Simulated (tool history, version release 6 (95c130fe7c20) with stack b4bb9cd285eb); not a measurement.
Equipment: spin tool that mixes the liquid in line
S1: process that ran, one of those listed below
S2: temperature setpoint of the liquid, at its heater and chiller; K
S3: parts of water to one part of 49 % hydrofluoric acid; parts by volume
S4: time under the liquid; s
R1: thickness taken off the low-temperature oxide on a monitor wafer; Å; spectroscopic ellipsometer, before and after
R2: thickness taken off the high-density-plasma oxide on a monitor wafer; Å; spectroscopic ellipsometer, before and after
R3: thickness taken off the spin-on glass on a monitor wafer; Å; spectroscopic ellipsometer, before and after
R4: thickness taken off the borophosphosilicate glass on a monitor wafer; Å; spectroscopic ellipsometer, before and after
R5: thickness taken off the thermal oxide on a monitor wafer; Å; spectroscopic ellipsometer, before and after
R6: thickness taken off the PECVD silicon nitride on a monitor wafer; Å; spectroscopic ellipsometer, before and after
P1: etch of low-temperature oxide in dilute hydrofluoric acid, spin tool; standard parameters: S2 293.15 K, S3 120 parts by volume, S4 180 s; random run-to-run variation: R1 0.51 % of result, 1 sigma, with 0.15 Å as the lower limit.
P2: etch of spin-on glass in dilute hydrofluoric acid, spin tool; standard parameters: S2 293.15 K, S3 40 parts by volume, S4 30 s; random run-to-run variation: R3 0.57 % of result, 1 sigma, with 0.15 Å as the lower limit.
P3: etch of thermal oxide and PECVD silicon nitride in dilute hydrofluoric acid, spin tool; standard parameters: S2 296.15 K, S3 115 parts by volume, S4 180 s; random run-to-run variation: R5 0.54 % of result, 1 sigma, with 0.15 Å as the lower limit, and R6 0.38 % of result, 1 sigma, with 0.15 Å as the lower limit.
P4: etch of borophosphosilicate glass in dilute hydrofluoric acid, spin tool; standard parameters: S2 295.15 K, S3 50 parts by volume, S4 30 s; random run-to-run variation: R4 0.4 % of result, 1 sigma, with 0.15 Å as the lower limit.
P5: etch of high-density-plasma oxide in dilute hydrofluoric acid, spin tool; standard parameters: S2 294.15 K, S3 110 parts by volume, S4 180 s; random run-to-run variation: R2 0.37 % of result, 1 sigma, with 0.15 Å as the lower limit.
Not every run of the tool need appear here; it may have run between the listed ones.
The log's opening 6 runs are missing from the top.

run	day	S1	S2	S3	S4	R1	R2	R3	R4	R5	R6
7	2.054	P2	293.15	40	30			318.93			
8	2.421	P1	293.15	175	180	142.91					
9	2.696	P1	293.15	120	315	382.13					
10	2.942	P2	293.15	40	30			320.68			
11	3.208	P5	300.65	110	180		194.26				
12	3.383	P1	293.15	120	180	220.74					
13	3.621	P1	293.15	120	180	221.1					
14	3.804	P1	293.15	120	180	216.5					
15	4.017	P1	293.15	120	180	218.46					
16	4.2	P1	293.15	120	180	220.04					
17	4.567	P4	295.15	50	30				219.4		
18	4.746	P5	294.15	110	180		150.46				
19	5.075	P4	295.15	20	30				570.81		
20	5.283	P2	300.15	40	30			430.18			
21	5.525	P1	290.15	120	280	300.11					
22	5.712	P3	296.15	170	180					45.383	54.946

Predict the results of run 23:
23	6.05	P4	301.65	50	30				?		

{"run 23": {"R4": 286.58}}

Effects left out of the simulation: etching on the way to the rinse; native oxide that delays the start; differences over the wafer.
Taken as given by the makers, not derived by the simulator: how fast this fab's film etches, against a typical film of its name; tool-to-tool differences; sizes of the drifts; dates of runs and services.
